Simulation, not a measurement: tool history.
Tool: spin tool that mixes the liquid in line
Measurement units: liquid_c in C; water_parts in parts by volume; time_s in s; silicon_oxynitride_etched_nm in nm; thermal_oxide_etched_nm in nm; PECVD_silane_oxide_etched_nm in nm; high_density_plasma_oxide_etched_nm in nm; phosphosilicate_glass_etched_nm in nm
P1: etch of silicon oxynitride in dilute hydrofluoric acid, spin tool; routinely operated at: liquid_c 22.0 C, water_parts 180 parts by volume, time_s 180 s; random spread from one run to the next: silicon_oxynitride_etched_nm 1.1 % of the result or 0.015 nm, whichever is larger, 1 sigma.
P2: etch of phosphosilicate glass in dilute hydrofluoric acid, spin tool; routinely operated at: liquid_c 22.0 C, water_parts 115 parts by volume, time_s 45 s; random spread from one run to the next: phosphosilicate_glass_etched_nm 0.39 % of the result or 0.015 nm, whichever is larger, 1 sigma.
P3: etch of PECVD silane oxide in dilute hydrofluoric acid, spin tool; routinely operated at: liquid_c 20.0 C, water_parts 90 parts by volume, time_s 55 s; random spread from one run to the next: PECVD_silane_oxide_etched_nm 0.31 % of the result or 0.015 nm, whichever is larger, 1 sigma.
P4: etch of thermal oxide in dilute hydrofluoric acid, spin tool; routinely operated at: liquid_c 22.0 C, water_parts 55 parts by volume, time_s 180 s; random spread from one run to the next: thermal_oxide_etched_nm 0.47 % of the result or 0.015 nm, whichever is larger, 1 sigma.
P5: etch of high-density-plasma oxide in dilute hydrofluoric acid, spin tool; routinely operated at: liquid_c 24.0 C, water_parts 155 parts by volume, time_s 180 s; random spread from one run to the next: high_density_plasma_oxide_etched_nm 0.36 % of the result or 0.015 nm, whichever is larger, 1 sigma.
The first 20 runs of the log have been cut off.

run    day  process  liquid_c  water_parts  time_s  hours since the thermometer was replaced  hours since the hydrofluoric acid flow meter was replaced  silicon_oxynitride_etched_nm  thermal_oxide_etched_nm  PECVD_silane_oxide_etched_nm  high_density_plasma_oxide_etched_nm  phosphosilicate_glass_etched_nm
 21  3.117       P4      22.0           90     180                                     736.8                                                      782.7                                                 8.5401
 22  3.317       P3      20.0          145      55                                     741.6                                                      787.5                                                                               9.0986
 23  3.512       P2      22.0          115      45                                     746.3                                                      792.2                                                                                                                                                     49.599
 24  3.662       P3      17.0           90      55                                     749.9                                                      795.8                                                                              13.7320
 25  3.850       P1      22.0          100     180                                     754.4                                                      800.3                       4.27920
 26  3.958       P3      20.0           90      55                                     757.0                                                      802.9                                                                              15.6870
 27  4.050       P1      30.5          180     180                                     759.2                                                      805.1                       3.30010
 28  4.146       P1      22.0          180     180                                     761.5                                                      807.4                       2.23200
 29  4.279       P2      22.0          115      45                                     764.7                                                      810.6                                                                                                                                                     49.487
 30  4.467       P2      22.0          115      15                                     769.2                                                      815.1                                                                                                                                                     16.457
 31  4.608       P1      22.0          180     180                                     772.6                                                      818.5                       2.24750

The next listed run, before its measurement:
 32  4.762       P1      28.0           70     180                                     776.3                                                      822.2                             ?

{"run 32": {"silicon_oxynitride_etched_nm": 8.1722}}

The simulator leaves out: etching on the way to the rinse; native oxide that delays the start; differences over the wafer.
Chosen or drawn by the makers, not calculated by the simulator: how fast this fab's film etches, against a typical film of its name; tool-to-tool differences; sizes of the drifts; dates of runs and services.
